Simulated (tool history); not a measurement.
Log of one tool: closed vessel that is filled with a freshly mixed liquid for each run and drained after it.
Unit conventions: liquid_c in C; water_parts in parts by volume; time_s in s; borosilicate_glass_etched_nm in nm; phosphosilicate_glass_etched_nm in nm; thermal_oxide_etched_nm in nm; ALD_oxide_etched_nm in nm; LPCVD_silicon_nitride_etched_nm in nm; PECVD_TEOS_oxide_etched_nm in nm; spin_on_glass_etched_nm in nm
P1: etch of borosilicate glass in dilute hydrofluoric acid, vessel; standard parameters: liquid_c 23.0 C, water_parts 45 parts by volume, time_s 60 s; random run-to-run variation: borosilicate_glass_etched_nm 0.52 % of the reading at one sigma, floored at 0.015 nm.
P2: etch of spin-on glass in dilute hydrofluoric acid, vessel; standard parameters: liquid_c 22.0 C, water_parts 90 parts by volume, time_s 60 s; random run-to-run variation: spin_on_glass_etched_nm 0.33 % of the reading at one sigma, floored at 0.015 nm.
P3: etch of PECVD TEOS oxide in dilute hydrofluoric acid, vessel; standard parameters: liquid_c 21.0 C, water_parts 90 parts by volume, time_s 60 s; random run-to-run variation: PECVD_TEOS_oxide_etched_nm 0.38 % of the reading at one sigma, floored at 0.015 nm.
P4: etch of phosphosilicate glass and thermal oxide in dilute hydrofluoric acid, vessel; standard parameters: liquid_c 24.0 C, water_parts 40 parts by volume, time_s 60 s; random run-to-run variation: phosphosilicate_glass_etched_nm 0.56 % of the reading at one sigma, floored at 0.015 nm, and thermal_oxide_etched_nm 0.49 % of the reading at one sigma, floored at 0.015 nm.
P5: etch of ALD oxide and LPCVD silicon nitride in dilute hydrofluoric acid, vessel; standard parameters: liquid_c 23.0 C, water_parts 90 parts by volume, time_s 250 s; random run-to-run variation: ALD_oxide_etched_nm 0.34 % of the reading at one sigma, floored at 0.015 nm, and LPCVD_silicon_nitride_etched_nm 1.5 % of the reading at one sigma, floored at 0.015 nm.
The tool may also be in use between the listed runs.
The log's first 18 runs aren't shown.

run,hour,process,liquid_c,water_parts,time_s,hours since the thermometer was replaced,hours since the hydrofluoric acid flow meter was replaced,borosilicate_glass_etched_nm,phosphosilicate_glass_etched_nm,thermal_oxide_etched_nm,ALD_oxide_etched_nm,LPCVD_silicon_nitride_etched_nm,PECVD_TEOS_oxide_etched_nm,spin_on_glass_etched_nm
19,258.0,P1,23.0,45,60,887.5,1113.6,40.655,,,,,,
20,268.3,P2,17.0,90,60,897.8,1123.9,,,,,,,34.418
21,278.3,P5,23.0,150,250,907.8,1133.9,,,,14.992,0.89259,,
22,291.6,P1,23.0,45,100,921.1,1147.2,68.147,,,,,,
23,305.3,P2,22.0,90,60,934.8,1160.9,,,,,,,42.264
24,320.6,P1,17.0,20,60,950.1,1176.2,72.551,,,,,,
25,328.6,P3,17.0,90,60,958.1,1184.2,,,,,,7.9601,
26,345.0,P3,21.0,35,60,974.5,1200.6,,,,,,25.7780,

Predict the results of run 27:
27,354.5,P2,22.0,45,60,984.0,1210.1,,,,,,,?

Run 27 measured spin_on_glass_etched_nm 89.188 nm.
